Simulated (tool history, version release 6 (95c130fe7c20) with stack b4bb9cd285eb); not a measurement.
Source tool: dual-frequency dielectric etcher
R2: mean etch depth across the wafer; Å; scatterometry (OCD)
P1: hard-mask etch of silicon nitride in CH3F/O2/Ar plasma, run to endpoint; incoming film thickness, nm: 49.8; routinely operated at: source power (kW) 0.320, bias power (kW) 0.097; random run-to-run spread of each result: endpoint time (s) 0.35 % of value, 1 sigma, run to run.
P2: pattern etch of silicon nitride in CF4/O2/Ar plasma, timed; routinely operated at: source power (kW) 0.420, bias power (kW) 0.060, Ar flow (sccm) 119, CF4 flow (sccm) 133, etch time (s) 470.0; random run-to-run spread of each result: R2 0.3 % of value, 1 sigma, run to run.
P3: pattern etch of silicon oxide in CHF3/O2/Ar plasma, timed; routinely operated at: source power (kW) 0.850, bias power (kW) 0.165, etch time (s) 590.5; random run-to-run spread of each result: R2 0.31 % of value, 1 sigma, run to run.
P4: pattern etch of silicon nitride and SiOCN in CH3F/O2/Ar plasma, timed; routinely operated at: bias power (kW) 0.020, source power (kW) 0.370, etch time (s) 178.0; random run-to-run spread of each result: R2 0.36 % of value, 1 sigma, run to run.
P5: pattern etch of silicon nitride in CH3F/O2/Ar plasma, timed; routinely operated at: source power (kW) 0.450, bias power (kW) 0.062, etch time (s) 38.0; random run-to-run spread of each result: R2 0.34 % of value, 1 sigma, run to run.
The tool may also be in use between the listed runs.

{"run": 1, "hour": 8.0, "process that ran": "P1", "source power (kW)": 0.32, "bias power (kW)": 0.097, "endpoint time (s)": 70.924}
{"run": 2, "hour": 17.7, "process that ran": "P3", "source power (kW)": 0.85, "bias power (kW)": 0.165, "etch time (s)": 590.5, "R2": 12604.0}
{"run": 3, "hour": 34.2, "process that ran": "P4", "source power (kW)": 0.37, "bias power (kW)": 0.013, "etch time (s)": 178.0, "R2": 182.71}
{"run": 4, "hour": 42.1, "process that ran": "P1", "source power (kW)": 0.41, "bias power (kW)": 0.07, "endpoint time (s)": 72.463}
{"run": 5, "hour": 59.4, "process that ran": "P1", "source power (kW)": 0.32, "bias power (kW)": 0.097, "endpoint time (s)": 70.653}
{"run": 6, "hour": 75.1, "process that ran": "P1", "source power (kW)": 0.23, "bias power (kW)": 0.061, "endpoint time (s)": 94.59}
{"run": 7, "hour": 86.2, "process that ran": "P2", "source power (kW)": 0.42, "bias power (kW)": 0.036, "etch time (s)": 470.0, "Ar flow (sccm)": 119, "CF4 flow (sccm)": 133, "R2": 6735.4}
{"run": 8, "hour": 101.9, "process that ran": "P1", "source power (kW)": 0.32, "bias power (kW)": 0.097, "endpoint time (s)": 70.855}
{"run": 9, "hour": 115.0, "process that ran": "P4", "source power (kW)": 0.51, "bias power (kW)": 0.02, "etch time (s)": 178.0, "R2": 245.62}
{"run": 10, "hour": 128.6, "process that ran": "P1", "source power (kW)": 0.43, "bias power (kW)": 0.097, "endpoint time (s)": 63.151}
{"run": 11, "hour": 139.2, "process that ran": "P5", "source power (kW)": 0.45, "bias power (kW)": 0.075, "etch time (s)": 38.0, "R2": 295.02}
{"run": 12, "hour": 147.8, "process that ran": "P3", "source power (kW)": 1.05, "bias power (kW)": 0.165, "etch time (s)": 590.5, "R2": 13698.0}
{"run": 13, "hour": 158.6, "process that ran": "P4", "source power (kW)": 0.37, "bias power (kW)": 0.02, "etch time (s)": 178.0, "R2": 218.66}
{"run": 14, "hour": 175.0, "process that ran": "P2", "source power (kW)": 0.31, "bias power (kW)": 0.06, "etch time (s)": 470.0, "Ar flow (sccm)": 119, "CF4 flow (sccm)": 133, "R2": 6214.8}
{"run": 15, "hour": 187.1, "process that ran": "P1", "source power (kW)": 0.32, "bias power (kW)": 0.097, "endpoint time (s)": 70.451}
{"run": 16, "hour": 196.0, "process that ran": "P1", "source power (kW)": 0.22, "bias power (kW)": 0.097, "endpoint time (s)": 81.819}
{"run": 17, "hour": 203.8, "process that ran": "P3", "source power (kW)": 0.85, "bias power (kW)": 0.165, "etch time (s)": 820.5, "R2": 17499.0}
{"run": 18, "hour": 217.7, "process that ran": "P1", "source power (kW)": 0.32, "bias power (kW)": 0.07, "endpoint time (s)": 79.394}
{"run": 19, "hour": 227.5, "process that ran": "P2", "source power (kW)": 0.42, "bias power (kW)": 0.06, "etch time (s)": 470.0, "Ar flow (sccm)": 164, "CF4 flow (sccm)": 133, "R2": 7819.0}
{"run": 20, "hour": 240.5, "process that ran": "P4", "source power (kW)": 0.37, "bias power (kW)": 0.02, "etch time (s)": 244.0, "R2": 302.14}
{"run": 21, "hour": 257.2, "process that ran": "P5", "source power (kW)": 0.45, "bias power (kW)": 0.062, "etch time (s)": 21.0, "R2": 153.46}
{"run": 22, "hour": 267.8, "process that ran": "P1", "source power (kW)": 0.32, "bias power (kW)": 0.097, "endpoint time (s)": 70.414}
{"run": 23, "hour": 279.6, "process that ran": "P3", "source power (kW)": 0.85, "bias power (kW)": 0.214, "etch time (s)": 590.5, "R2": 13671.0}
{"run": 24, "hour": 297.6, "process that ran": "P1", "source power (kW)": 0.32, "bias power (kW)": 0.097, "endpoint time (s)": 70.867}
{"run": 25, "hour": 311.8, "process that ran": "P2", "source power (kW)": 0.42, "bias power (kW)": 0.06, "etch time (s)": 470.0, "Ar flow (sccm)": 119, "CF4 flow (sccm)": 133, "R2": 8107.7}
{"run": 26, "hour": 327.3, "process that ran": "P2", "source power (kW)": 0.42, "bias power (kW)": 0.06, "etch time (s)": 470.0, "Ar flow (sccm)": 119, "CF4 flow (sccm)": 133, "R2": 8121.2}
{"run": 27, "hour": 340.7, "process that ran": "P2", "source power (kW)": 0.42, "bias power (kW)": 0.06, "etch time (s)": 654.0, "Ar flow (sccm)": 119, "CF4 flow (sccm)": 133, "R2": 11263.0}
{"run": 28, "hour": 358.6, "process that ran": "P1", "source power (kW)": 0.32, "bias power (kW)": 0.126, "endpoint time (s)": 64.348}
{"run": 29, "hour": 367.6, "process that ran": "P1", "source power (kW)": 0.32, "bias power (kW)": 0.097, "endpoint time (s)": 70.802}
{"run": 30, "hour": 379.6, "process that ran": "P5", "source power (kW)": 0.45, "bias power (kW)": 0.062, "etch time (s)": 38.0, "R2": 279.37}
{"run": 31, "hour": 387.5, "process that ran": "P5", "source power (kW)": 0.45, "bias power (kW)": 0.062, "etch time (s)": 38.0, "R2": 278.46}
{"run": 32, "hour": 402.2, "process that ran": "P3", "source power (kW)": 0.85, "bias power (kW)": 0.165, "etch time (s)": 590.5, "R2": 12636.0}

Predict the results of run 33:
{"run": 33, "hour": 417.2, "process that ran": "P2", "source power (kW)": 0.42, "bias power (kW)": 0.06, "etch time (s)": 470.0, "Ar flow (sccm)": 119, "CF4 flow (sccm)": 171, "R2": "?"}

R2: 8249.50 Å
